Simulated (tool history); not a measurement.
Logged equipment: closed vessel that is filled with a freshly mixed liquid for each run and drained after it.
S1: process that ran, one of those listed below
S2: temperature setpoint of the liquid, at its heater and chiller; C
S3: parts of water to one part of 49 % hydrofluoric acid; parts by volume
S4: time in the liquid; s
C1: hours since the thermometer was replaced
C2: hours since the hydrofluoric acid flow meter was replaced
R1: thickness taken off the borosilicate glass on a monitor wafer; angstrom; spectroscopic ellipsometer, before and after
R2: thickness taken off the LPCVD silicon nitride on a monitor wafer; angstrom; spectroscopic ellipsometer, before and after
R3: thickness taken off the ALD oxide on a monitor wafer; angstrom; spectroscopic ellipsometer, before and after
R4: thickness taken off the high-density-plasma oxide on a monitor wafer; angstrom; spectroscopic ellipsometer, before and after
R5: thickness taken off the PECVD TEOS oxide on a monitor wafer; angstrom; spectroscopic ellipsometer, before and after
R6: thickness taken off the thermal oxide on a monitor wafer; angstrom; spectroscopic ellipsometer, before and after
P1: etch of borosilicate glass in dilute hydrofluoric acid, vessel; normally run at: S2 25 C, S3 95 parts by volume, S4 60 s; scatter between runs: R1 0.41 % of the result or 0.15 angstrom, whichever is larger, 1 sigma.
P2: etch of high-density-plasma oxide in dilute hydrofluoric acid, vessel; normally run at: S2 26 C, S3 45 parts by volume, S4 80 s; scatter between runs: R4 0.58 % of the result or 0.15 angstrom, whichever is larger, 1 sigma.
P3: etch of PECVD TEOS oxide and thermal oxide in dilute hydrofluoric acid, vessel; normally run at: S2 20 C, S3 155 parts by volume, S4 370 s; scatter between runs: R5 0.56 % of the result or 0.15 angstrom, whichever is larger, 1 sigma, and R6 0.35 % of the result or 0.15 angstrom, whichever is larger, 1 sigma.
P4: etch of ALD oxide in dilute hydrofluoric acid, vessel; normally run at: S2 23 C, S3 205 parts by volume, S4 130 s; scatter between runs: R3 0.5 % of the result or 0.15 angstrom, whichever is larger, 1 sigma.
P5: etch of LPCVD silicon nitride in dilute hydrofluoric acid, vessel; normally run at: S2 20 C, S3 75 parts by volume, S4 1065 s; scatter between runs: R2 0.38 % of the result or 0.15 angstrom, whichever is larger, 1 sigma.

run   hour  S1    S2   S3    S4      C1     C2      R1      R2      R3      R4      R5      R6
  1   12.3  P1    25   95    60  1162.9  584.8  190.02
  2   21.6  P1    25  180    60  1172.2  594.1  91.619
  3     32  P1    25   95    60  1182.6  604.5  191.09
  4     41  P1    25   95    60  1191.6  613.5  190.35
  5   53.8  P5    20   75  1755  1204.4  626.3          93.435
  6   63.1  P1    25   95    60  1213.7  635.6  189.33
  7   70.2  P4    23  205   130  1220.8  642.7                   180.8
  8   81.9  P4    23  310   130  1232.5  654.4                  107.32
  9   90.6  P1    25   95    60  1241.2  663.1  189.27
 10  101.5  P2  19.5   45    80  1252.1    674                          79.392
 11  113.7  P4    23  205    40  1264.3  686.2                  55.392
 12  126.4  P4  17.5  205   130    1277  698.9                  145.38
 13  139.3  P5    20   75  1065  1289.9  711.8          56.834
 14  150.2  P3    20  155   370  1300.8  722.7                                  397.46   87.42
 15  163.1  P1    25   95    85  1313.7  735.6  269.36
 16  170.7  P2    26   25    80  1321.3  743.2                          191.07
 17  177.4  P1    25   55    60    1328  749.9  343.13
 18    186  P2    26   45   150  1336.6  758.5                          194.39
 19  195.7  P1  20.5   95   100  1346.3  768.2  264.65
 20  205.8  P3    20  155   370  1356.4  778.3                                  401.01  87.219
 21  213.3  P3    25  155   370  1363.9  785.8                                  485.01  105.62
 22  219.6  P1    33   95    60  1370.2  792.1  258.27
 23  230.1  P5    17   75  1065  1380.7  802.6          46.381
 24  239.8  P2    26   45    80  1390.4  812.3                          103.25
 25    247  P1    25   40    40  1397.6  819.5  324.99
 26  254.1  P1    25   95    60  1404.7  826.6  190.23
 27    261  P1    33   30    60  1411.6  833.5  907.53
 28  272.5  P5    20   25  1065  1423.1    845           163.7
 29  280.4  P3    20  235   370    1431  852.9                                  244.75  53.102
 30  287.6  P1    21   95    60  1438.2  860.1     161
 31  295.2  P3    20  155   180  1445.8  867.7                                  194.63    42.7
 32  305.2  P1    25   95    30  1455.8  877.7  94.816
 33  317.3  P1    25   95    60  1467.9  889.8  189.63
 34    329  P1    25   95    60  1479.6  901.5   183.7
 35  338.5  P1    25   95    60  1489.1    911  181.11
 36  346.6  P1    25   95    60  1497.2  919.1  180.33
 37  353.8  P1    25   95    60  1504.4  926.3  177.25
 38  361.3  P1    25   95    60  1511.9  933.8   177.6
 39  374.5  P1    25   95    60  1525.1    947  175.74
 40  383.7  P1    25   95    60  1534.3  956.2  176.73
 41  392.6  P1    25   95    60  1543.2  965.1  175.98
 42  401.3  P1    25   95    60  1551.9  973.8  175.67
 43  409.3  P1    25   95    60  1559.9  981.8  175.36
 44  416.7  P1    25   95    60  1567.3  989.2  175.11

The output of P1 has drifted from where it used to be. Each of the 2 causes below, taken at the size shown beside it, accounts for the log equally well:
A: hydrofluoric acid flow below the setpoint (%) = 6.8
B: liquid colder than its thermometer reads (K) = 2
The process output started creeping at around hour 317.3.

Below are 4 check runs, each on a single wafer, with their results shown as question marks. Which of them would tell the listed causes apart, meaning the causes would give clearly different results under it?
check 1  424.1  P5  20   75  1065               ?
check 2  424.1  P2  26   45    80                       ?
check 3  424.1  P3  20  155   370                           ?   ?
check 4  424.1  P4  23  205   130                   ?

How each check would come out, cause by cause:
  check  result    if A    if B
check 1      R2  52.947  49.372
check 2      R4  96.633  95.954
check 3      R5   370.2   370.9
check 3      R6  80.401  80.553
check 4      R3  164.43  166.18
Per check, the gap between the least separated pair of causes, taken in the result that splits them most: check 1 6.99 %; check 2 0.71 %; check 3 0.19 %; check 4 1.06 %
The causes can be told apart only by check 1. The other checks would give nearly the same results under each of them.

Here is what check 1 returned: R2 49.361 angstrom. Which cause is it?

It was cause B: liquid colder than its thermometer reads (K).
